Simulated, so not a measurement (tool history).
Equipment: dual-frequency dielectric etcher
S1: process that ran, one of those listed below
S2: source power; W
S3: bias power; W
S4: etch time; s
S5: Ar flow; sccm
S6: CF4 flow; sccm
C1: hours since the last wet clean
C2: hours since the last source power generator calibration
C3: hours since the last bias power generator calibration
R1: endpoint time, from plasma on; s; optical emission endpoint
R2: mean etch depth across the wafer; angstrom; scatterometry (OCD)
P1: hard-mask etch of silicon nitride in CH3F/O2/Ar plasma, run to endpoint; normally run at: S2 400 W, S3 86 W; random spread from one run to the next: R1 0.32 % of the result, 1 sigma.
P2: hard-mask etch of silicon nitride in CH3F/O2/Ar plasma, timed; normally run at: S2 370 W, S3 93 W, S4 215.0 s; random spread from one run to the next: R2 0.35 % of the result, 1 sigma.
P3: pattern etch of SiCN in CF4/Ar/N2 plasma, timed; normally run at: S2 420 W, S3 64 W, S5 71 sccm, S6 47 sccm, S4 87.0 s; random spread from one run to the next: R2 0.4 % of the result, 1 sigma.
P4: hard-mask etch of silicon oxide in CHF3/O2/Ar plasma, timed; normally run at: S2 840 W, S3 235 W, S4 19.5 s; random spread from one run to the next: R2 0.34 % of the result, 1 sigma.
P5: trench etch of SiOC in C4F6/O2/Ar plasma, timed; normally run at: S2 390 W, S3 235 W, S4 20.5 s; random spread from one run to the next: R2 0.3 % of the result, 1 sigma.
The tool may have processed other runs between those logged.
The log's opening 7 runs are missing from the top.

run	hour	S1	S2	S3	S4	S5	S6	C1	C2	C3	R1	R2
8	107.8	P4	840	235	19.5			550.5	906.8	1388.0		462.14
9	119.2	P1	400	86				561.9	918.2	1399.4	42.524	
10	130.7	P4	840	178	19.5			573.4	929.7	1410.9		417.45
11	142.0	P1	290	110				584.7	941.0	1422.2	43.403	
12	157.5	P5	390	312	20.5			600.2	956.5	1437.7		515.74
13	168.1	P4	840	235	25.0			610.8	967.1	1448.3		589.88
14	180.6	P3	420	64	66.5	71	47	623.3	979.6	1460.8		498.32
15	196.9	P5	390	235	20.5			639.6	995.9	1477.1		471.14
16	205.6	P3	330	64	87.0	71	47	648.3	1004.6	1485.8		525.82
17	215.0	P1	400	116				657.7	1014.0	1495.2	37.972	
18	231.5	P3	420	39	87.0	71	47	674.2	1030.5	1511.7		553.58
19	240.2	P2	370	93	215.0			682.9	1039.2	1520.4		1626.50
20	255.0	P1	490	86				697.7	1054.0	1535.2	39.377	
21	272.1	P3	420	64	87.0	71	47	714.8	1071.1	1552.3		648.82
22	280.5	P1	400	86				723.2	1079.5	1560.7	42.575	
23	294.6	P5	390	235	20.5			737.3	1093.6	1574.8		468.19
24	308.6	P2	370	93	321.0			751.3	1107.6	1588.8		2422.80

Run 25 is up next; what results do you expect?
25	322.6	P1	400	86				765.3	1121.6	1602.8	?	

Run 25 yielded R1 42.211 s.

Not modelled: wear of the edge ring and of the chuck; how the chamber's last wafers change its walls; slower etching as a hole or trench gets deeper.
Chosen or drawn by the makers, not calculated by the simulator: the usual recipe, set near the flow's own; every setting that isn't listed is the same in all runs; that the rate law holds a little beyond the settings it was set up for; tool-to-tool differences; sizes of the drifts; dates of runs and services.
